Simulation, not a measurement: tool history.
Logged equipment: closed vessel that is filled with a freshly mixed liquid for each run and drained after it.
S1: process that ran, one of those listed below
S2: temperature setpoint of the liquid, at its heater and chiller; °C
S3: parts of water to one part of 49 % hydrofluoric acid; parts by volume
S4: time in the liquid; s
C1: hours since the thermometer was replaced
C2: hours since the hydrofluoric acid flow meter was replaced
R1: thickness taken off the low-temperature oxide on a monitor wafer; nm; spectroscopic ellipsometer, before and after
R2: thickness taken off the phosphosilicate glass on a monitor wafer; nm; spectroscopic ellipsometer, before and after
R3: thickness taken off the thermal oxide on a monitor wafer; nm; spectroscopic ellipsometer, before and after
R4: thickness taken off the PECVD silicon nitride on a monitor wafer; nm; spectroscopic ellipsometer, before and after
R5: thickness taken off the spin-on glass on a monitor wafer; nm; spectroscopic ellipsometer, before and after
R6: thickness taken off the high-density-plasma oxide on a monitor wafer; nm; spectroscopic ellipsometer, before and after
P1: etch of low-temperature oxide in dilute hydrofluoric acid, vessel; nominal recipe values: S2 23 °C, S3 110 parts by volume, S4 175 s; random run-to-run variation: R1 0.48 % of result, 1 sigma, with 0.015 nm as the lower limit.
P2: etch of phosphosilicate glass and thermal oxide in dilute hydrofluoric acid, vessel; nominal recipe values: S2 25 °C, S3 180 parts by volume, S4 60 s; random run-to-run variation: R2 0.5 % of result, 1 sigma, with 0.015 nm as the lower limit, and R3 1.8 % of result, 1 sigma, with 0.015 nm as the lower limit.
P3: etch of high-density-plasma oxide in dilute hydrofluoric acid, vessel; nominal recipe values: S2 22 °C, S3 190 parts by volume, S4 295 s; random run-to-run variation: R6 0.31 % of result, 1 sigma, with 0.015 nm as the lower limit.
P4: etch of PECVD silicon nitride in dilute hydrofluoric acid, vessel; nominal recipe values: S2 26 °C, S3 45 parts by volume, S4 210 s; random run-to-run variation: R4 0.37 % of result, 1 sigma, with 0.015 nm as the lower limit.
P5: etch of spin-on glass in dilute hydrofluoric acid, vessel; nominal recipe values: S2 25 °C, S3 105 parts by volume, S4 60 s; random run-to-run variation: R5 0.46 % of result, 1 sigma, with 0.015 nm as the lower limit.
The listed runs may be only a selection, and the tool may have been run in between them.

{"run": 1, "day": 0.154, "S1": "P1", "S2": 23, "S3": 110, "S4": 175, "C1": 883, "C2": 1240.4, "R1": 54.545}
{"run": 2, "day": 0.271, "S1": "P1", "S2": 23, "S3": 155, "S4": 175, "C1": 885.8, "C2": 1243.2, "R1": 36.325}
{"run": 3, "day": 0.425, "S1": "P2", "S2": 25, "S3": 35, "S4": 60, "C1": 889.5, "C2": 1246.9, "R2": 400.95, "R3": 9.0413}
{"run": 4, "day": 0.508, "S1": "P4", "S2": 34, "S3": 45, "S4": 210, "C1": 891.5, "C2": 1248.9, "R4": 50.027}
{"run": 5, "day": 0.654, "S1": "P2", "S2": 25, "S3": 180, "S4": 100, "C1": 895, "C2": 1252.4, "R2": 108.85, "R3": 2.5088}
{"run": 6, "day": 0.771, "S1": "P5", "S2": 31.5, "S3": 105, "S4": 60, "C1": 897.8, "C2": 1255.2, "R5": 23.406}
{"run": 7, "day": 0.85, "S1": "P5", "S2": 25, "S3": 105, "S4": 60, "C1": 899.7, "C2": 1257.1, "R5": 18.267}
{"run": 8, "day": 0.942, "S1": "P3", "S2": 22, "S3": 190, "S4": 295, "C1": 901.9, "C2": 1259.3, "R6": 9.497}
{"run": 9, "day": 1.108, "S1": "P5", "S2": 25, "S3": 105, "S4": 30, "C1": 905.9, "C2": 1263.3, "R5": 9.2509}
{"run": 10, "day": 1.275, "S1": "P2", "S2": 25, "S3": 180, "S4": 60, "C1": 909.9, "C2": 1267.3, "R2": 65.435, "R3": 1.5284}
{"run": 11, "day": 1.354, "S1": "P4", "S2": 26, "S3": 45, "S4": 110, "C1": 911.8, "C2": 1269.2, "R4": 15.676}
{"run": 12, "day": 1.529, "S1": "P1", "S2": 23, "S3": 110, "S4": 175, "C1": 916, "C2": 1273.4, "R1": 54.332}
{"run": 13, "day": 1.688, "S1": "P3", "S2": 22, "S3": 190, "S4": 80, "C1": 919.8, "C2": 1277.2, "R6": 2.5842}
{"run": 14, "day": 1.858, "S1": "P1", "S2": 23, "S3": 110, "S4": 90, "C1": 923.9, "C2": 1281.3, "R1": 27.946}
{"run": 15, "day": 1.992, "S1": "P5", "S2": 25, "S3": 25, "S4": 60, "C1": 927.1, "C2": 1284.5, "R5": 85.728}
{"run": 16, "day": 2.125, "S1": "P1", "S2": 18, "S3": 110, "S4": 175, "C1": 930.3, "C2": 1287.7, "R1": 44.504}
{"run": 17, "day": 2.254, "S1": "P4", "S2": 26, "S3": 20, "S4": 210, "C1": 933.4, "C2": 1290.8, "R4": 65.499}
{"run": 18, "day": 2.354, "S1": "P1", "S2": 23, "S3": 110, "S4": 175, "C1": 935.8, "C2": 1293.2, "R1": 54.006}
{"run": 19, "day": 2.438, "S1": "P1", "S2": 23, "S3": 110, "S4": 340, "C1": 937.8, "C2": 1295.2, "R1": 105.1}
{"run": 20, "day": 2.55, "S1": "P1", "S2": 23, "S3": 110, "S4": 175, "C1": 940.5, "C2": 1297.9, "R1": 54.244}
{"run": 21, "day": 2.683, "S1": "P1", "S2": 23, "S3": 110, "S4": 175, "C1": 943.7, "C2": 1301.1, "R1": 54.506}
{"run": 22, "day": 2.792, "S1": "P5", "S2": 25, "S3": 105, "S4": 60, "C1": 946.3, "C2": 1303.7, "R5": 18.115}
{"run": 23, "day": 2.879, "S1": "P1", "S2": 29, "S3": 110, "S4": 175, "C1": 948.4, "C2": 1305.8, "R1": 68.307}
{"run": 24, "day": 2.996, "S1": "P2", "S2": 19, "S3": 180, "S4": 60, "C1": 951.2, "C2": 1308.6, "R2": 51.35, "R3": 1.1239}
{"run": 25, "day": 3.154, "S1": "P1", "S2": 23, "S3": 35, "S4": 175, "C1": 955, "C2": 1312.4, "R1": 187.47}
{"run": 26, "day": 3.25, "S1": "P3", "S2": 29.5, "S3": 190, "S4": 295, "C1": 957.3, "C2": 1314.7, "R6": 12.491}
{"run": 27, "day": 3.4, "S1": "P1", "S2": 19, "S3": 35, "S4": 175, "C1": 960.9, "C2": 1318.3, "R1": 158.19}
{"run": 28, "day": 3.546, "S1": "P3", "S2": 22, "S3": 330, "S4": 295, "C1": 964.4, "C2": 1321.8, "R6": 4.8125}
{"run": 29, "day": 3.675, "S1": "P4", "S2": 26, "S3": 45, "S4": 210, "C1": 967.5, "C2": 1324.9, "R4": 29.9}
{"run": 30, "day": 3.754, "S1": "P1", "S2": 23, "S3": 110, "S4": 175, "C1": 969.4, "C2": 1326.8, "R1": 53.932}
{"run": 31, "day": 3.912, "S1": "P1", "S2": 23, "S3": 110, "S4": 175, "C1": 973.2, "C2": 1330.6, "R1": 53.105}
{"run": 32, "day": 4.054, "S1": "P1", "S2": 23, "S3": 110, "S4": 175, "C1": 976.6, "C2": 1334, "R1": 52.137}
{"run": 33, "day": 4.208, "S1": "P1", "S2": 23, "S3": 110, "S4": 175, "C1": 980.3, "C2": 1337.7, "R1": 50.988}
{"run": 34, "day": 4.304, "S1": "P1", "S2": 23, "S3": 110, "S4": 175, "C1": 982.6, "C2": 1340, "R1": 51.16}
{"run": 35, "day": 4.438, "S1": "P1", "S2": 23, "S3": 110, "S4": 175, "C1": 985.8, "C2": 1343.2, "R1": 51.204}
{"run": 36, "day": 4.529, "S1": "P1", "S2": 23, "S3": 110, "S4": 175, "C1": 988, "C2": 1345.4, "R1": 51.22}
{"run": 37, "day": 4.696, "S1": "P1", "S2": 23, "S3": 110, "S4": 175, "C1": 992, "C2": 1349.4, "R1": 51.468}
{"run": 38, "day": 4.812, "S1": "P1", "S2": 23, "S3": 110, "S4": 175, "C1": 994.8, "C2": 1352.2, "R1": 50.69}

The log shows P1 creeping away from where it was. Any of the 2 causes listed here, at the size stated for it, fits the log just as well as the others:
A: liquid colder than its thermometer reads (K) = 1.67
B: hydrofluoric acid flow below the setpoint (%) = 5.7
Onset of the creep was near day 3.754.

Consider the 4 single-wafer check runs listed below, results given as question marks: which one distinguishes between the causes by giving clearly different results for each?
{"run": "check 1", "day": 4.929, "S1": "P3", "S2": 22, "S3": 190, "S4": 295, "R6": "?"}
{"run": "check 2", "day": 4.929, "S1": "P2", "S2": 25, "S3": 180, "S4": 60, "R2": "?", "R3": "?"}
{"run": "check 3", "day": 4.929, "S1": "P4", "S2": 26, "S3": 45, "S4": 210, "R4": "?"}
{"run": "check 4", "day": 4.929, "S1": "P5", "S2": 25, "S3": 105, "S4": 60, "R5": "?"}

What every check run would give for each of its results, assuming each possible cause in turn:
check=check_1 result=R6 if_A=8.955 if_B=8.8974
check=check_2 result=R2 if_A=61.28 if_B=60.766
check=check_2 result=R3 if_A=1.4021 if_B=1.3903
check=check_3 result=R4 if_A=26.73 if_B=28.224
check=check_4 result=R5 if_A=17.17 if_B=17.156
Per-check spread between the two closest causes, in the result where they differ most: check 1 0.65 %; check 2 0.84 %; check 3 5.44 %; check 4 0.08 %
Only check 3 tells the causes apart: in the others they would give nearly the same result.

Running check 3 produced the following: R4 28.302 nm. Which one of the listed causes fits?

It is B: hydrofluoric acid flow below the setpoint (%).

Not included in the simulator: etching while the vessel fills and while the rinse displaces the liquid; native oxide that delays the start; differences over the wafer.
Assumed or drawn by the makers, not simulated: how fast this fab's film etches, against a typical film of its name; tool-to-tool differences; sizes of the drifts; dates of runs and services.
